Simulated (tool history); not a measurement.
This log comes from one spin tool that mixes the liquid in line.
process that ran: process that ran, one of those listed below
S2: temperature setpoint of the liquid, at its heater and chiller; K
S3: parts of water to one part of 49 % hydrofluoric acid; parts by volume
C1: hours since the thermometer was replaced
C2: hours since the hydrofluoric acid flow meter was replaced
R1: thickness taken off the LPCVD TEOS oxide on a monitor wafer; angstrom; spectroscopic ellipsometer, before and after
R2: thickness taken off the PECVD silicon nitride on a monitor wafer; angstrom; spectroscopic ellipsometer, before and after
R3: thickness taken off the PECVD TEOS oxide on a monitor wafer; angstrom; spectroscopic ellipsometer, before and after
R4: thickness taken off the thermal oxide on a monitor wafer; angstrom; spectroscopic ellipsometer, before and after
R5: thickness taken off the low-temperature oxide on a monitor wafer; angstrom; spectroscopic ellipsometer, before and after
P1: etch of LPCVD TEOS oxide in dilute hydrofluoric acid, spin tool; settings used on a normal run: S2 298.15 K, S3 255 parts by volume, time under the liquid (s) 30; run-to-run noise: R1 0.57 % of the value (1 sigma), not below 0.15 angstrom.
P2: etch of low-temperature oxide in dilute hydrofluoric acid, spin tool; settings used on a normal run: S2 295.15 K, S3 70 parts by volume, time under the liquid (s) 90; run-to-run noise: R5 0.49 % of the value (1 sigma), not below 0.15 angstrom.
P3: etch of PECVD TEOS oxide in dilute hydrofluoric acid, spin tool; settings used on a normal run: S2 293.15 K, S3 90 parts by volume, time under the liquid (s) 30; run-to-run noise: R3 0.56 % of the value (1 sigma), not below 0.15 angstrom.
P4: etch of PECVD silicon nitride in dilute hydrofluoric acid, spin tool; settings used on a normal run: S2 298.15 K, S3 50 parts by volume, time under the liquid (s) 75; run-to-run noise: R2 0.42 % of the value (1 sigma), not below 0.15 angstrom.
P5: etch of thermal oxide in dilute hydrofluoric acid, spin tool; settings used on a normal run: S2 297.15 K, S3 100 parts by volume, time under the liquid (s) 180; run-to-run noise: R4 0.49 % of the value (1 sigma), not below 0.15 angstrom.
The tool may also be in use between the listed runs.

{"run": 1, "hour": 8.7, "process that ran": "P1", "S2": 298.15, "S3": 255, "time under the liquid (s)": 30, "C1": 1569.4, "C2": 579.0, "R1": 49.491}
{"run": 2, "hour": 12.8, "process that ran": "P1", "S2": 298.15, "S3": 255, "time under the liquid (s)": 30, "C1": 1573.5, "C2": 583.1, "R1": 48.834}
{"run": 3, "hour": 20.4, "process that ran": "P4", "S2": 298.15, "S3": 50, "time under the liquid (s)": 75, "C1": 1581.1, "C2": 590.7, "R2": 79.204}
{"run": 4, "hour": 28.4, "process that ran": "P3", "S2": 290.15, "S3": 90, "time under the liquid (s)": 30, "C1": 1589.1, "C2": 598.7, "R3": 70.251}
{"run": 5, "hour": 32.8, "process that ran": "P5", "S2": 297.15, "S3": 180, "time under the liquid (s)": 180, "C1": 1593.5, "C2": 603.1, "R4": 41.453}
{"run": 6, "hour": 42.0, "process that ran": "P4", "S2": 298.15, "S3": 20, "time under the liquid (s)": 75, "C1": 1602.7, "C2": 612.3, "R2": 192.14}
{"run": 7, "hour": 48.6, "process that ran": "P1", "S2": 298.15, "S3": 255, "time under the liquid (s)": 30, "C1": 1609.3, "C2": 618.9, "R1": 48.604}
{"run": 8, "hour": 55.3, "process that ran": "P4", "S2": 298.15, "S3": 50, "time under the liquid (s)": 15, "C1": 1616.0, "C2": 625.6, "R2": 15.499}
{"run": 9, "hour": 61.7, "process that ran": "P5", "S2": 297.15, "S3": 100, "time under the liquid (s)": 360, "C1": 1622.4, "C2": 632.0, "R4": 163.15}
{"run": 10, "hour": 70.9, "process that ran": "P1", "S2": 298.15, "S3": 255, "time under the liquid (s)": 30, "C1": 1631.6, "C2": 641.2, "R1": 49.343}
{"run": 11, "hour": 77.7, "process that ran": "P1", "S2": 298.15, "S3": 255, "time under the liquid (s)": 30, "C1": 1638.4, "C2": 648.0, "R1": 49.117}
{"run": 12, "hour": 83.4, "process that ran": "P4", "S2": 306.15, "S3": 50, "time under the liquid (s)": 75, "C1": 1644.1, "C2": 653.7, "R2": 133.13}
{"run": 13, "hour": 88.4, "process that ran": "P1", "S2": 304.15, "S3": 255, "time under the liquid (s)": 30, "C1": 1649.1, "C2": 658.7, "R1": 59.088}
{"run": 14, "hour": 96.7, "process that ran": "P2", "S2": 303.65, "S3": 70, "time under the liquid (s)": 90, "C1": 1657.4, "C2": 667.0, "R5": 189.17}
{"run": 15, "hour": 100.9, "process that ran": "P3", "S2": 293.15, "S3": 145, "time under the liquid (s)": 30, "C1": 1661.6, "C2": 671.2, "R3": 47.101}
{"run": 16, "hour": 110.0, "process that ran": "P4", "S2": 298.15, "S3": 50, "time under the liquid (s)": 75, "C1": 1670.7, "C2": 680.3, "R2": 79.099}
{"run": 17, "hour": 114.7, "process that ran": "P1", "S2": 298.15, "S3": 255, "time under the liquid (s)": 15, "C1": 1675.4, "C2": 685.0, "R1": 24.44}
{"run": 18, "hour": 119.7, "process that ran": "P2", "S2": 295.15, "S3": 110, "time under the liquid (s)": 90, "C1": 1680.4, "C2": 690.0, "R5": 81.517}
{"run": 19, "hour": 123.7, "process that ran": "P3", "S2": 293.15, "S3": 90, "time under the liquid (s)": 50, "C1": 1684.4, "C2": 694.0, "R3": 133.02}
{"run": 20, "hour": 131.9, "process that ran": "P1", "S2": 298.15, "S3": 50, "time under the liquid (s)": 30, "C1": 1692.6, "C2": 702.2, "R1": 318.0}
{"run": 21, "hour": 140.3, "process that ran": "P5", "S2": 297.15, "S3": 100, "time under the liquid (s)": 180, "C1": 1701.0, "C2": 710.6, "R4": 81.854}
{"run": 22, "hour": 149.4, "process that ran": "P5", "S2": 304.15, "S3": 100, "time under the liquid (s)": 180, "C1": 1710.1, "C2": 719.7, "R4": 108.03}
{"run": 23, "hour": 154.9, "process that ran": "P2", "S2": 295.15, "S3": 70, "time under the liquid (s)": 15, "C1": 1715.6, "C2": 725.2, "R5": 21.91}
{"run": 24, "hour": 162.0, "process that ran": "P1", "S2": 298.15, "S3": 350, "time under the liquid (s)": 30, "C1": 1722.7, "C2": 732.3, "R1": 32.407}
{"run": 25, "hour": 169.4, "process that ran": "P5", "S2": 297.15, "S3": 100, "time under the liquid (s)": 180, "C1": 1730.1, "C2": 739.7, "R4": 82.741}
{"run": 26, "hour": 173.7, "process that ran": "P1", "S2": 293.15, "S3": 170, "time under the liquid (s)": 30, "C1": 1734.4, "C2": 744.0, "R1": 65.855}
{"run": 27, "hour": 180.8, "process that ran": "P2", "S2": 295.15, "S3": 70, "time under the liquid (s)": 90, "C1": 1741.5, "C2": 751.1, "R5": 134.36}
{"run": 28, "hour": 187.7, "process that ran": "P1", "S2": 298.15, "S3": 255, "time under the liquid (s)": 55, "C1": 1748.4, "C2": 758.0, "R1": 89.52}
{"run": 29, "hour": 193.1, "process that ran": "P2", "S2": 295.15, "S3": 70, "time under the liquid (s)": 90, "C1": 1753.8, "C2": 763.4, "R5": 134.95}
{"run": 30, "hour": 198.0, "process that ran": "P1", "S2": 294.15, "S3": 255, "time under the liquid (s)": 30, "C1": 1758.7, "C2": 768.3, "R1": 42.338}
{"run": 31, "hour": 203.1, "process that ran": "P3", "S2": 293.15, "S3": 90, "time under the liquid (s)": 30, "C1": 1763.8, "C2": 773.4, "R3": 80.003}
{"run": 32, "hour": 209.4, "process that ran": "P1", "S2": 298.15, "S3": 50, "time under the liquid (s)": 15, "C1": 1770.1, "C2": 779.7, "R1": 157.0}
{"run": 33, "hour": 215.6, "process that ran": "P1", "S2": 298.15, "S3": 255, "time under the liquid (s)": 30, "C1": 1776.3, "C2": 785.9, "R1": 48.877}
{"run": 34, "hour": 220.2, "process that ran": "P1", "S2": 298.15, "S3": 255, "time under the liquid (s)": 30, "C1": 1780.9, "C2": 790.5, "R1": 49.731}
{"run": 35, "hour": 224.5, "process that ran": "P1", "S2": 298.15, "S3": 255, "time under the liquid (s)": 30, "C1": 1785.2, "C2": 794.8, "R1": 50.602}
{"run": 36, "hour": 232.7, "process that ran": "P1", "S2": 298.15, "S3": 255, "time under the liquid (s)": 30, "C1": 1793.4, "C2": 803.0, "R1": 51.006}
{"run": 37, "hour": 236.9, "process that ran": "P1", "S2": 298.15, "S3": 255, "time under the liquid (s)": 30, "C1": 1797.6, "C2": 807.2, "R1": 52.123}
{"run": 38, "hour": 241.4, "process that ran": "P1", "S2": 298.15, "S3": 255, "time under the liquid (s)": 30, "C1": 1802.1, "C2": 811.7, "R1": 51.815}
{"run": 39, "hour": 247.0, "process that ran": "P1", "S2": 298.15, "S3": 255, "time under the liquid (s)": 30, "C1": 1807.7, "C2": 817.3, "R1": 51.889}
{"run": 40, "hour": 254.2, "process that ran": "P1", "S2": 298.15, "S3": 255, "time under the liquid (s)": 30, "C1": 1814.9, "C2": 824.5, "R1": 51.799}

Compared with where it was, what P1 gives has crept away. Each cause listed below fits the log as well as the rest, at the size given for it:
A: hydrofluoric acid flow above the setpoint (%) = 5.27
B: liquid hotter than its thermometer reads (K) = 1.86
The creep began at about hour 215.6.

4 check runs are offered, one wafer each, their results left as question marks. Which one tells the causes apart?
{"run": "check 1", "hour": 261.4, "process that ran": "P5", "S2": 297.15, "S3": 180, "time under the liquid (s)": 180, "R4": "?"}
{"run": "check 2", "hour": 261.4, "process that ran": "P4", "S2": 305.65, "S3": 50, "time under the liquid (s)": 75, "R2": "?"}
{"run": "check 3", "hour": 261.4, "process that ran": "P3", "S2": 293.15, "S3": 135, "time under the liquid (s)": 30, "R3": "?"}
{"run": "check 4", "hour": 261.4, "process that ran": "P2", "S2": 303.15, "S3": 95, "time under the liquid (s)": 90, "R5": "?"}

Expected result of each check under each candidate cause:
check=check_1 result=R4 if_A=44.260 if_B=44.600
check=check_2 result=R2 if_A=135.750 if_B=145.010
check=check_3 result=R3 if_A=54.097 if_B=54.940
check=check_4 result=R5 if_A=139.530 if_B=141.110
Per check, the gap between the least separated pair of causes, taken in the result that splits them most: check 1 0.77 %; check 2 6.6 %; check 3 1.55 %; check 4 1.12 %
The other checks would show nearly matching results whichever cause is true, so check 2 is the only one that separates the causes.

Here is what check 2 returned: R2 145.280 angstrom. Which cause is it?

It was cause B: liquid hotter than its thermometer reads (K).
